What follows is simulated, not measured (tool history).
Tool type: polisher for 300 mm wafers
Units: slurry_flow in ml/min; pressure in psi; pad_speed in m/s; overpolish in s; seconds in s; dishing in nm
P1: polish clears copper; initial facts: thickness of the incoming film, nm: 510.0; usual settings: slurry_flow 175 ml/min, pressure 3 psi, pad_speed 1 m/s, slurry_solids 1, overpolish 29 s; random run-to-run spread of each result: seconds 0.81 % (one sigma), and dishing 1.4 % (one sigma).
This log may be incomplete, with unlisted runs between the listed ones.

run,hour,slurry_flow,pressure,pad_speed,slurry_solids,overpolish,wafers polished on this pad,hours since the slurry nozzle was cleaned,hours since the head pressure was calibrated,hours since the slurry blender was calibrated,seconds,dishing
1,8,175,3,1,1,29,357,258.3,126.7,75.7,165.3,51.6
2,12.7,110,3,1,1,29,392,263,131.4,80.4,179.38,48.813
3,18.2,175,3,1,0.6,29,433,268.5,136.9,85.9,186.86,46.962
4,22.8,175,3,1,1,9,468,273.1,141.5,90.5,163.23,19.254
5,32,175,3,1,1,29,536,282.3,150.7,99.7,165.95,51.423
6,39.8,175,3,1,1,29,594,290.1,158.5,107.5,169.71,52.168
7,45,175,3,0.72,1,29,633,295.3,163.7,112.7,229.03,40.2
8,54.3,175,3,1,1.5,29,702,304.6,173,122,151.78,54.316
9,62,175,3,1.54,1,29,760,312.3,180.7,129.7,107.87,68.8
10,69.5,175,3,1,1,29,816,319.8,188.2,137.2,165.07,50.51
11,77.1,175,2.1,1,1,29,872,327.4,195.8,144.8,238.07,38.145
12,81.7,175,3,1,1,42,906,332,200.4,149.4,166.9,65.644
13,90.1,175,3,1,1,29,969,340.4,208.8,157.8,164.94,50.985
14,98.7,175,3,0.64,0.7,29,1033,349,217.4,166.4,280.81,34.577
15,103.7,175,3,1,1,29,1070,354,222.4,171.4,166.95,50.836
16,107.9,240,3,1,1,29,1102,358.2,226.6,175.6,157.86,52.117
17,114.6,175,2,0.58,1,29,1152,364.9,233.3,182.3,432.95,23.372
18,122.8,175,4.3,1,1,29,1213,373.1,241.5,190.5,116.14,68.419
19,130.6,175,3.8,1,0.6,29,1271,380.9,249.3,198.3,145.5,56.711
20,136.1,175,3,1,1,29,1312,386.4,254.8,203.8,168.51,52.057
21,145.4,175,3,1,1,29,1381,395.7,264.1,213.1,170.73,50.277
22,154.2,175,3,1,1,29,1447,404.5,272.9,221.9,171.94,49.07
23,162.1,175,3,1,1,29,1505,412.4,280.8,229.8,174.33,50.264
24,169,175,3,1,1,29,1557,419.3,287.7,236.7,173.56,49.605
# hour 175.9: worn pad replaced by a new one
25,176.7,175,3,1,1,29,6,427,295.4,244.4,175.51,49.827
# hour 181.8: head pressure recalibrated
26,183.2,175,3,1,1,29,54,433.5,1.5,250.9,174.97,48.987
27,192.2,175,3,1,1,29,121,442.5,10.5,259.9,175.14,50.833
28,199.8,175,3,1,1,29,178,450.1,18.1,267.5,176.88,49.337

What P1 gives has crept off from where it sat before. The 2 causes that follow fit the log equally well, each at the size noted:
A: abrasive missing from the slurry, % = 25.3
B: slurry flow missing at the pad, % = 29.3
The gradual shift began around hour 136.1.
The rest of the possible causes, and what rules out each one:
removal rate lost through wear of the pad, %: work on it at hour 175.9, done after the drift set in, did not restore what the process gave before
head's pressure below its setpoint, %: work on it at hour 181.8, done after the drift set in, did not restore what the process gave before

The 4 check runs listed below each average the results of 5 wafers, and their outcomes are marked with question marks. Under which run would the listed causes produce clearly different results?
check 1,207.4,175,4,1,1,29,,,,,?,?
check 2,207.4,115,3,1,1,29,,,,,?,?
check 3,207.4,175,3,1.5,1,18,,,,,?,?
check 4,207.4,175,3,1.48,1,16,,,,,?,?

How each check would come out, cause by cause:
check,result,if A,if B
check 1,seconds,132.81,132.82
check 1,dishing,62.032,62.027
check 2,seconds,191.28,196.78
check 2,dishing,46.558,45.576
check 3,seconds,118.05,118.06
check 3,dishing,46.757,46.753
check 4,seconds,119.65,119.66
check 4,dishing,42.31,42.306
Distance between the nearest two causes, measured in the result of the check that separates them most: check 1 0.01 %; check 2 2.83 %; check 3 0.01 %; check 4 0.01 %
Check 2 distinguishes between the causes, while the remaining checks would return nearly the same result for all of them.

Check 2 has now been run. It gave: seconds 195.3 s; dishing 45.399 nm. Which of the candidate causes is it?

It is B: slurry flow missing at the pad, %.
